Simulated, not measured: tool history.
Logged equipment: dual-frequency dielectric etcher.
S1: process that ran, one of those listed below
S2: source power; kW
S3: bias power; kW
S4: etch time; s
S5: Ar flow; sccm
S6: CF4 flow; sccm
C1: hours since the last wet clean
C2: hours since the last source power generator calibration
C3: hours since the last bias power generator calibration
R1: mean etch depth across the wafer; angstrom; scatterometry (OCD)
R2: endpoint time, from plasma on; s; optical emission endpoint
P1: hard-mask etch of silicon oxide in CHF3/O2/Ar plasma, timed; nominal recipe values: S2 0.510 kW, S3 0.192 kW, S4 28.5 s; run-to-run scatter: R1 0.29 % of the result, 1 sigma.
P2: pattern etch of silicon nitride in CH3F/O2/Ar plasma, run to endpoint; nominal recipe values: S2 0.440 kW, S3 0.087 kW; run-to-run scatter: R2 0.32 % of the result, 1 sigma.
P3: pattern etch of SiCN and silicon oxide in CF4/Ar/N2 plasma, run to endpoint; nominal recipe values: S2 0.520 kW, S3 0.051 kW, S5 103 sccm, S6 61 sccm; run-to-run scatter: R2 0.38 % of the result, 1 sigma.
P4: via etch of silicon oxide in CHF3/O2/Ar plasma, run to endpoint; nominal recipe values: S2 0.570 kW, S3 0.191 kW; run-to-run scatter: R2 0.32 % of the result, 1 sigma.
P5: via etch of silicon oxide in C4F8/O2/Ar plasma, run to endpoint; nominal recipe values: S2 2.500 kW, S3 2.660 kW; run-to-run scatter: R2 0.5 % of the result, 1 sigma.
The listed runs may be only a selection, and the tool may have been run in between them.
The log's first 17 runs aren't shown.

run,day,S1,S2,S3,S4,S5,S6,C1,C2,C3,R1,R2
18,8.971,P1,0.360,0.158,28.5,,,531.4,1455.6,2474.8,435.43,
19,9.383,P1,0.510,0.192,28.5,,,541.3,1465.5,2484.7,533.14,
20,9.875,P2,0.560,0.087,,,,553.1,1477.3,2496.5,,52.516
21,10.392,P1,0.510,0.192,28.5,,,565.5,1489.7,2508.9,532.63,
22,11.008,P1,0.340,0.192,28.5,,,580.3,1504.5,2523.7,454.67,
23,11.467,P3,0.400,0.051,,103,61,591.3,1515.5,2534.7,,23.074
24,11.896,P5,1.470,2.660,,,,601.6,1525.8,2545.0,,254.110
25,12.229,P3,0.520,0.051,,103,61,609.6,1533.8,2553.0,,18.162
26,12.667,P2,0.440,0.112,,,,620.1,1544.3,2563.5,,52.367
27,13.012,P4,0.570,0.191,,,,628.4,1552.6,2571.8,,299.320
28,13.425,P2,0.440,0.087,,,,638.3,1562.5,2581.7,,57.152
29,13.975,P3,0.520,0.051,,142,61,651.5,1575.7,2594.9,,19.223
30,14.371,P1,0.510,0.192,28.5,,,661.0,1585.2,2604.4,530.06,
31,14.942,P1,0.510,0.192,28.5,,,674.7,1598.9,2618.1,530.91,
32,15.550,P1,0.510,0.192,28.5,,,689.3,1613.5,2632.7,536.93,
33,16.162,P1,0.510,0.192,28.5,,,704.0,1628.2,2647.4,537.57,
34,16.788,P1,0.510,0.192,28.5,,,719.0,1643.2,2662.4,539.59,
35,17.458,P1,0.510,0.192,28.5,,,735.1,1659.3,2678.5,540.37,

Estimate the outcome of run 36 from the log above:
# day 17.942: wet clean of the chamber
36,18.138,P1,0.510,0.192,28.5,,,4.7,1675.6,2694.8,?,

Logged for run 36: R1 538.31 angstrom.

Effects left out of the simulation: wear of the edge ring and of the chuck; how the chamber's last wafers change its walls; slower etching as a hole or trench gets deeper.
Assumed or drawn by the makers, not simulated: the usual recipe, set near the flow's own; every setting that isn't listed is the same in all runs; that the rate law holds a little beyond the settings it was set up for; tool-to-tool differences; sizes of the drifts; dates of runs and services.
